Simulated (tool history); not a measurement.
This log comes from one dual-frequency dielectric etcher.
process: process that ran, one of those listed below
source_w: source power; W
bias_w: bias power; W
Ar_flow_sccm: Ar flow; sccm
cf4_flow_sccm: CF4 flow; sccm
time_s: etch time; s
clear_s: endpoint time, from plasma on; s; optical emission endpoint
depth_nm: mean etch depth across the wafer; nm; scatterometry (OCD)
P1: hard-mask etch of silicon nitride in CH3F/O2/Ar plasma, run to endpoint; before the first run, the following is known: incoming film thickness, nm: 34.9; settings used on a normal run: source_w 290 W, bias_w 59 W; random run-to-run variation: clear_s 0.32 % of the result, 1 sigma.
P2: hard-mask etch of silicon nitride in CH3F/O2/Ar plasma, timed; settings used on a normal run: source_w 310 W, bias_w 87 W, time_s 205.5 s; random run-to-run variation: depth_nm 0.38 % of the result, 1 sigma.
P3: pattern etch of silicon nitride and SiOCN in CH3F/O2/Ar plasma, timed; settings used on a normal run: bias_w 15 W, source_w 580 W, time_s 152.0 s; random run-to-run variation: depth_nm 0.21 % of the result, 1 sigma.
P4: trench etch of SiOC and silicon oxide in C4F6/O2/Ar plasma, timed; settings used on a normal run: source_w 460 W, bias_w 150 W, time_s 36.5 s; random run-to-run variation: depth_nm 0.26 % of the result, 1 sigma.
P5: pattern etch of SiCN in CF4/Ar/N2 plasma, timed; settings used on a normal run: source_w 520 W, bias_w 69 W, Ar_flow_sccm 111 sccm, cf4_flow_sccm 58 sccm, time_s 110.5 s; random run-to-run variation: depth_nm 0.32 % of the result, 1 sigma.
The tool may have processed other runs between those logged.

| run | hour | process | source_w | bias_w | Ar_flow_sccm | cf4_flow_sccm | time_s | hours since the last wet clean | hours since the last source power generator calibration | hours since the last bias power generator calibration | clear_s | depth_nm |
|---|---|---|---|---|---|---|---|---|---|---|---|---|
| 1 | 8.9 | P1 | 290 | 59 |  |  |  | 235.2 | 2031.0 | 1125.8 | 60.232 |  |
| 2 | 19.9 | P1 | 290 | 59 |  |  |  | 246.2 | 2042.0 | 1136.8 | 59.925 |  |
| 3 | 32.4 | P5 | 520 | 69 | 75 | 58 | 110.5 | 258.7 | 2054.5 | 1149.3 |  | 107.120 |
| 4 | 45.3 | P1 | 400 | 81 |  |  |  | 271.6 | 2067.4 | 1162.2 | 47.575 |  |
| 5 | 57.9 | P1 | 290 | 38 |  |  |  | 284.2 | 2080.0 | 1174.8 | 68.754 |  |
| 6 | 68.9 | P5 | 520 | 69 | 111 | 58 | 164.0 | 295.2 | 2091.0 | 1185.8 |  | 149.230 |
| 7 | 76.5 | P4 | 660 | 150 |  |  | 36.5 | 302.8 | 2098.6 | 1193.4 |  | 88.269 |
| 8 | 88.1 | P3 | 580 | 15 |  |  | 104.5 | 314.4 | 2110.2 | 1205.0 |  | 14.000 |
| 9 | 99.6 | P5 | 520 | 87 | 111 | 58 | 110.5 | 325.9 | 2121.7 | 1216.5 |  | 109.650 |
| 10 | 106.5 | P2 | 310 | 87 |  |  | 205.5 | 332.8 | 2128.6 | 1223.4 |  | 141.970 |
| 11 | 116.8 | P4 | 460 | 150 |  |  | 51.0 | 343.1 | 2138.9 | 1233.7 |  | 107.500 |
| 12 | 127.7 | P4 | 460 | 150 |  |  | 36.5 | 354.0 | 2149.8 | 1244.6 |  | 76.841 |
| 13 | 139.5 | P3 | 580 | 15 |  |  | 152.0 | 365.8 | 2161.6 | 1256.4 |  | 20.347 |
| 14 | 149.0 | P1 | 290 | 59 |  |  |  | 375.3 | 2171.1 | 1265.9 | 59.995 |  |
| 15 | 161.6 | P5 | 520 | 69 | 111 | 77 | 110.5 | 387.9 | 2183.7 | 1278.5 |  | 105.260 |
| 16 | 169.2 | P1 | 290 | 59 |  |  |  | 395.5 | 2191.3 | 1286.1 | 59.975 |  |
| 17 | 179.6 | P1 | 200 | 59 |  |  |  | 405.9 | 2201.7 | 1296.5 | 69.084 |  |
| 18 | 188.1 | P2 | 420 | 87 |  |  | 205.5 | 414.4 | 2210.2 | 1305.0 |  | 159.100 |
| 19 | 196.9 | P4 | 460 | 195 |  |  | 36.5 | 423.2 | 2219.0 | 1313.8 |  | 82.792 |
| 20 | 210.6 | P1 | 350 | 59 |  |  |  | 436.9 | 2232.7 | 1327.5 | 55.556 |  |
| 21 | 219.0 | P1 | 290 | 59 |  |  |  | 445.3 | 2241.1 | 1335.9 | 60.223 |  |
| 22 | 225.5 | P2 | 310 | 87 |  |  | 205.5 | 451.8 | 2247.6 | 1342.4 |  | 142.370 |
| 23 | 239.0 | P4 | 460 | 150 |  |  | 36.5 | 465.3 | 2261.1 | 1355.9 |  | 76.981 |
| 24 | 245.1 | P3 | 700 | 15 |  |  | 152.0 | 471.4 | 2267.2 | 1362.0 |  | 21.845 |
| 25 | 254.5 | P1 | 290 | 59 |  |  |  | 480.8 | 2276.6 | 1371.4 | 59.548 |  |
| 26 | 263.1 | P2 | 310 | 87 |  |  | 113.0 | 489.4 | 2285.2 | 1380.0 |  | 77.685 |
| 27 | 274.1 | P3 | 580 | 15 |  |  | 152.0 | 500.4 | 2296.2 | 1391.0 |  | 20.367 |
| 28 | 284.4 | P3 | 580 | 9 |  |  | 152.0 | 510.7 | 2306.5 | 1401.3 |  | 17.012 |
| 29 | 293.4 | P5 | 730 | 69 | 111 | 58 | 110.5 | 519.7 | 2315.5 | 1410.3 |  | 135.980 |
| 30 | 303.6 | P5 | 520 | 69 | 111 | 58 | 110.5 | 529.9 | 2325.7 | 1420.5 |  | 100.860 |
| 31 | 314.9 | P2 | 310 | 114 |  |  | 205.5 | 541.2 | 2337.0 | 1431.8 |  | 157.470 |
| 32 | 325.2 | P1 | 290 | 83 |  |  |  | 551.5 | 2347.3 | 1442.1 | 53.341 |  |
| 33 | 335.3 | P1 | 290 | 59 |  |  |  | 561.6 | 2357.4 | 1452.2 | 59.859 |  |
| 34 | 344.8 | P1 | 290 | 59 |  |  |  | 571.1 | 2366.9 | 1461.7 | 59.568 |  |
| 35 | 351.1 | P1 | 290 | 59 |  |  |  | 577.4 | 2373.2 | 1468.0 | 59.643 |  |
| 36 | 359.3 | P1 | 290 | 59 |  |  |  | 585.6 | 2381.4 | 1476.2 | 59.149 |  |
|  | 368.5 | wet clean of the chamber |
| 37 | 370.3 | P1 | 290 | 59 |  |  |  | 1.9 | 2392.4 | 1487.2 | 59.114 |  |
| 38 | 376.3 | P1 | 290 | 59 |  |  |  | 7.9 | 2398.4 | 1493.2 | 58.993 |  |
| 39 | 389.0 | P1 | 290 | 59 |  |  |  | 20.6 | 2411.1 | 1505.9 | 58.868 |  |
| 40 | 396.0 | P1 | 290 | 59 |  |  |  | 27.6 | 2418.1 | 1512.9 | 58.901 |  |
| 41 | 403.5 | P1 | 290 | 59 |  |  |  | 35.1 | 2425.6 | 1520.4 | 59.138 |  |
| 42 | 412.8 | P1 | 290 | 59 |  |  |  | 44.4 | 2434.9 | 1529.7 | 59.176 |  |
| 43 | 426.1 | P1 | 290 | 59 |  |  |  | 57.7 | 2448.2 | 1543.0 | 58.979 |  |

Something has made what P1 gives creep away from where it was; the 2 causes below, each at its own stated size, fit the log equally well:
A: bias power that arrives over what is set, % = 4.92
B: source power that arrives over what is set, % = 4.34
The creep began at about hour 335.3.
Every other cause this tool's parts could produce, and why it does not fit the log:
chamber walls in a state that raises the etch rate, %: serviced at hour 368.5, which brought nothing back

The list below offers 4 check runs, each averaging the results of 2 wafers, and shows each result as a question mark. For which of them would the listed causes give clearly different results?
| check 1 | 439.4 | P3 | 580 | 12 |  |  | 152.0 |  |  |  |  | ? |
| check 2 | 439.4 | P4 | 650 | 191 |  |  | 36.5 |  |  |  |  | ? |
| check 3 | 439.4 | P2 | 370 | 87 |  |  | 117.5 |  |  |  |  | ? |
| check 4 | 439.4 | P5 | 720 | 69 | 111 | 74 | 110.5 |  |  |  |  | ? |

Outcome of each check run for each possible cause:
| check | result | if A | if B |
|---|---|---|---|
| check 1 | depth_nm | 19.079 | 19.049 |
| check 2 | depth_nm | 96.056 | 96.223 |
| check 3 | depth_nm | 88.422 | 88.295 |
| check 4 | depth_nm | 141.640 | 144.690 |
Smallest distance between any two causes, each pair judged by its most separating result, in per cent: check 1 0.16 %; check 2 0.17 %; check 3 0.14 %; check 4 2.14 %
Check 4 is the one run that separates the causes; every other check would come out nearly the same whichever cause is at work.

Running check 4 produced the following: depth_nm 145.510 nm. Which one of the listed causes fits?

It was cause B: source power that arrives over what is set, %.
